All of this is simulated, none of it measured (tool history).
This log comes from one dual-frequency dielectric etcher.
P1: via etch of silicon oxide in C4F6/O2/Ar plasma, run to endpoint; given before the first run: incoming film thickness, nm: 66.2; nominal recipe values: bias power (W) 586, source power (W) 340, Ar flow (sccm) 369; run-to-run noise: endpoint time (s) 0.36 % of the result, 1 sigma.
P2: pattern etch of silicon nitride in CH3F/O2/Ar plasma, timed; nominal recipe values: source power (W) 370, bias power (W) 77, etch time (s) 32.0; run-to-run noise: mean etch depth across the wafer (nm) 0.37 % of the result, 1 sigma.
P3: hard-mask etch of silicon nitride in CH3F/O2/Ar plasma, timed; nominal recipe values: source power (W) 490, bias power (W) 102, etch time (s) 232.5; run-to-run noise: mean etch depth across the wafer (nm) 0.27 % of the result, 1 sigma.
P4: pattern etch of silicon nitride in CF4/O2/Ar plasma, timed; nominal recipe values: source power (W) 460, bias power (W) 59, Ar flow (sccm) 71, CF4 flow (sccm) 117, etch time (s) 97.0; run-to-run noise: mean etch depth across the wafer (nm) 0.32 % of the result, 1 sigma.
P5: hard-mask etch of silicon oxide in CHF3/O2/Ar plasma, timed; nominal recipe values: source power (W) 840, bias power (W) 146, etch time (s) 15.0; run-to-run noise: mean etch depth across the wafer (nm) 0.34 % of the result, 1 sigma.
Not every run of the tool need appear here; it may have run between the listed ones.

| run | day | process that ran | bias power (W) | source power (W) | Ar flow (sccm) | etch time (s) | CF4 flow (sccm) | hours since the last wet clean | hours since the last bias power generator calibration | hours since the last source power generator calibration | hours since the last Ar flow controller change | endpoint time (s) | mean etch depth across the wafer (nm) |
|---|---|---|---|---|---|---|---|---|---|---|---|---|---|
| 1 | 0.512 | P1 | 586 | 340 | 369 |  |  | 186.9 | 2902.5 | 2824.2 | 1436.5 | 14.286 |  |
| 2 | 0.838 | P3 | 145 | 490 |  | 232.5 |  | 194.7 | 2910.3 | 2832.0 | 1444.3 |  | 225.630 |
| 3 | 1.108 | P1 | 586 | 340 | 369 |  |  | 201.2 | 2916.8 | 2838.5 | 1450.8 | 14.266 |  |
| 4 | 1.408 | P3 | 102 | 490 |  | 232.5 |  | 208.4 | 2924.0 | 2845.7 | 1458.0 |  | 197.910 |
| 5 | 1.733 | P5 | 202 | 840 |  | 15.0 |  | 216.2 | 2931.8 | 2853.5 | 1465.8 |  | 35.408 |
| 6 | 1.954 | P4 | 59 | 460 | 71 | 97.0 | 144 | 221.5 | 2937.1 | 2858.8 | 1471.1 |  | 193.140 |
| 7 | 2.204 | P1 | 586 | 460 | 369 |  |  | 227.5 | 2943.1 | 2864.8 | 1477.1 | 12.839 |  |
| 8 | 2.604 | P2 | 77 | 300 |  | 32.0 |  | 237.1 | 2952.7 | 2874.4 | 1486.7 |  | 21.431 |
| 9 | 2.954 | P2 | 77 | 370 |  | 32.0 |  | 245.5 | 2961.1 | 2882.8 | 1495.1 |  | 23.132 |
| 10 | 3.304 | P4 | 41 | 460 | 71 | 97.0 | 117 | 253.9 | 2969.5 | 2891.2 | 1503.5 |  | 168.990 |
| 11 | 3.650 | P2 | 58 | 370 |  | 32.0 |  | 262.2 | 2977.8 | 2899.5 | 1511.8 |  | 21.043 |
| 12 | 3.975 | P1 | 586 | 340 | 287 |  |  | 270.0 | 2985.6 | 2907.3 | 1519.6 | 13.959 |  |
| 13 | 4.479 | P3 | 102 | 490 |  | 232.5 |  | 282.1 | 2997.7 | 2919.4 | 1531.7 |  | 197.470 |
| 14 | 4.842 | P4 | 59 | 460 | 86 | 97.0 | 117 | 290.8 | 3006.4 | 2928.1 | 1540.4 |  | 188.340 |
| 15 | 5.262 | P5 | 146 | 840 |  | 15.0 |  | 300.9 | 3016.5 | 2938.2 | 1550.5 |  | 31.850 |
| 16 | 5.717 | P1 | 586 | 340 | 369 |  |  | 311.8 | 3027.4 | 2949.1 | 1561.4 | 14.290 |  |
| 17 | 6.138 | P4 | 59 | 370 | 71 | 97.0 | 117 | 321.9 | 3037.5 | 2959.2 | 1571.5 |  | 157.620 |
| 18 | 6.367 | P5 | 146 | 840 |  | 9.5 |  | 327.4 | 3043.0 | 2964.7 | 1577.0 |  | 20.291 |
| 19 | 6.654 | P1 | 695 | 340 | 369 |  |  | 334.3 | 3049.9 | 2971.6 | 1583.9 | 13.393 |  |
| 20 | 7.025 | P2 | 77 | 370 |  | 32.0 |  | 343.2 | 3058.8 | 2980.5 | 1592.8 |  | 23.406 |
| 21 | 7.362 | P1 | 586 | 250 | 369 |  |  | 351.3 | 3066.9 | 2988.6 | 1600.9 | 15.982 |  |
| 22 | 7.596 | P1 | 397 | 340 | 369 |  |  | 356.9 | 3072.5 | 2994.2 | 1606.5 | 16.671 |  |
|  | 7.658 | wet clean of the chamber |
| 23 | 8.067 | P4 | 59 | 460 | 71 | 124.5 | 117 | 9.8 | 3083.8 | 3005.5 | 1617.8 |  | 244.460 |
| 24 | 8.492 | P1 | 586 | 220 | 269 |  |  | 20.0 | 3094.0 | 3015.7 | 1628.0 | 16.201 |  |
| 25 | 8.825 | P1 | 586 | 340 | 436 |  |  | 28.0 | 3102.0 | 3023.7 | 1636.0 | 14.566 |  |
| 26 | 9.100 | P4 | 59 | 460 | 71 | 97.0 | 117 | 34.6 | 3108.6 | 3030.3 | 1642.6 |  | 190.190 |
| 27 | 9.546 | P5 | 146 | 1070 |  | 15.0 |  | 45.3 | 3119.3 | 3041.0 | 1653.3 |  | 35.069 |
| 28 | 10.017 | P3 | 102 | 340 |  | 232.5 |  | 56.6 | 3130.6 | 3052.3 | 1664.6 |  | 171.830 |
| 29 | 10.288 | P3 | 102 | 490 |  | 298.5 |  | 63.1 | 3137.1 | 3058.8 | 1671.1 |  | 252.420 |
| 30 | 10.750 | P1 | 586 | 340 | 369 |  |  | 74.2 | 3148.2 | 3069.9 | 1682.2 | 14.216 |  |
| 31 | 11.092 | P2 | 77 | 370 |  | 20.0 |  | 82.4 | 3156.4 | 3078.1 | 1690.4 |  | 14.513 |
| 32 | 11.375 | P1 | 460 | 340 | 242 |  |  | 89.2 | 3163.2 | 3084.9 | 1697.2 | 14.981 |  |
| 33 | 11.617 | P1 | 586 | 340 | 369 |  |  | 95.0 | 3169.0 | 3090.7 | 1703.0 | 14.295 |  |
| 34 | 12.012 | P1 | 586 | 340 | 369 |  |  | 104.5 | 3178.5 | 3100.2 | 1712.5 | 14.394 |  |
| 35 | 12.492 | P1 | 586 | 340 | 369 |  |  | 116.0 | 3190.0 | 3111.7 | 1724.0 | 14.512 |  |
|  | 12.642 | wet clean of the chamber |
| 36 | 12.896 | P1 | 586 | 340 | 369 |  |  | 6.1 | 3199.7 | 3121.4 | 1733.7 | 14.559 |  |
| 37 | 13.188 | P1 | 586 | 340 | 369 |  |  | 13.1 | 3206.7 | 3128.4 | 1740.7 | 14.570 |  |
| 38 | 13.662 | P1 | 586 | 340 | 369 |  |  | 24.5 | 3218.1 | 3139.8 | 1752.1 | 14.479 |  |
| 39 | 13.938 | P1 | 586 | 340 | 369 |  |  | 31.1 | 3224.7 | 3146.4 | 1758.7 | 14.652 |  |

What P1 gives has crept away from where it was. These 2 causes fit the log equally well, each at the size given:
A: source power that arrives under what is set, % = 4.83
B: bias power that arrives under what is set, % = 4.6
The gradual shift began around day 11.617.
Each remaining cause and why it is not a fit:
chamber walls in a state that lowers the etch rate, %: serviced after onset, at day 12.642, with no recovery of the prior output
Ar flow that arrives over what is set, %: at most 8, which would move endpoint time (s) by +0.9 %: too little, or the wrong way

Listed below are the offered check runs, one wafer per run, with question marks in place of results. For which of them would the causes give clearly different outcomes?
| check 1 | 14.212 | P2 | 77 | 320 |  | 20.5 |  |  |  |  |  |  | ? |
| check 2 | 14.212 | P4 | 46 | 460 | 71 | 97.0 | 117 |  |  |  |  |  | ? |
| check 3 | 14.212 | P3 | 143 | 490 |  | 232.5 |  |  |  |  |  |  | ? |
| check 4 | 14.212 | P5 | 192 | 840 |  | 12.0 |  |  |  |  |  |  | ? |

Outcome of each check run for each possible cause:
| check | result | if A | if B |
|---|---|---|---|
| check 1 | mean etch depth across the wafer (nm) | 13.796 | 13.824 |
| check 2 | mean etch depth across the wafer (nm) | 167.200 | 171.800 |
| check 3 | mean etch depth across the wafer (nm) | 219.550 | 219.560 |
| check 4 | mean etch depth across the wafer (nm) | 27.456 | 27.550 |
How far apart the two closest causes lie, in the result that separates them most: check 1 0.2 %; check 2 2.72 %; check 3 0 %; check 4 0.34 %
The other checks would show nearly matching results whichever cause is true, so check 2 is the only one that separates the causes.

Here is what check 2 returned: mean etch depth across the wafer (nm) 167.350. Which cause is it?

Of the candidate causes, it is A: source power that arrives under what is set, %.
